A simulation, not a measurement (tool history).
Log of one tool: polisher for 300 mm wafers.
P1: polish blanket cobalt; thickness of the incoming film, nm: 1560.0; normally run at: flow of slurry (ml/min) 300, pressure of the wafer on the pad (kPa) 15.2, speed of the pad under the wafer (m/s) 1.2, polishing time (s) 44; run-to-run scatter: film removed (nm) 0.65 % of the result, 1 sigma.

run   hour  flow of slurry (ml/min)  pressure of the wafer on the pad (kPa)  speed of the pad under the wafer (m/s)  polishing time (s)  film removed (nm)
  1    5.3                      300                                    15.2                                     1.2                  44             250.18
  2    9.9                      300                                    15.2                                     1.2                  44             254.75
  3   16.2                      300                                    15.2                                     1.2                  44             254.29
      17.6  -- slurry nozzle cleaned
  4   23.3                      390                                    15.2                                     1.2                  44             259.66
  5   30.3                      180                                    15.2                                     1.2                  44             237.99
  6   33.9                      300                                    15.2                                     1.2                  62             359.57
  7   40.2                      300                                    15.2                                    1.52                  44              320.5
      41.6  -- worn pad replaced by a new one
  8   43.8                      180                                    15.2                                    0.54                  44             107.86
  9   50.8                      300                                    15.2                                     1.2                  20             114.02
 10   54.6                      300                                    15.2                                     1.2                  44             250.19
 11   61.5                      300                                    15.2                                     1.2                  44             253.59
 12   67.7                      390                                    15.2                                     1.2                  31             182.92
 13   71.3                      300                                    15.2                                     1.2                  44             252.72
 14   74.5                      300                                     7.6                                     1.2                  44             127.33
 15   77.9                      300                                    15.2                                     1.2                  44             250.28
 16   84.6                      300                                    22.1                                     1.2                  44             368.96
 17   90.7                      300                                    15.2                                    0.68                  44             142.07
 18   94.3                      300                                    15.2                                     1.2                  44                253
 19   98.7                      300                                    15.2                                     1.2                  44             249.31
 20  105.7                      300                                    15.2                                     1.2                  44             247.65
     108.2  -- worn pad replaced by a new one
 21  112.6                      300                                    15.2                                     1.2                  44             241.99
 22  117.8                      300                                    15.2                                     1.2                  44             239.09
 23    125                      300                                    15.2                                     1.2                  44              240.2

The next listed run, before its measurement:
 24  128.1                      300                                    15.2                                     1.2                  44                  ?

{"run 24": {"film removed (nm)": 238.59}}
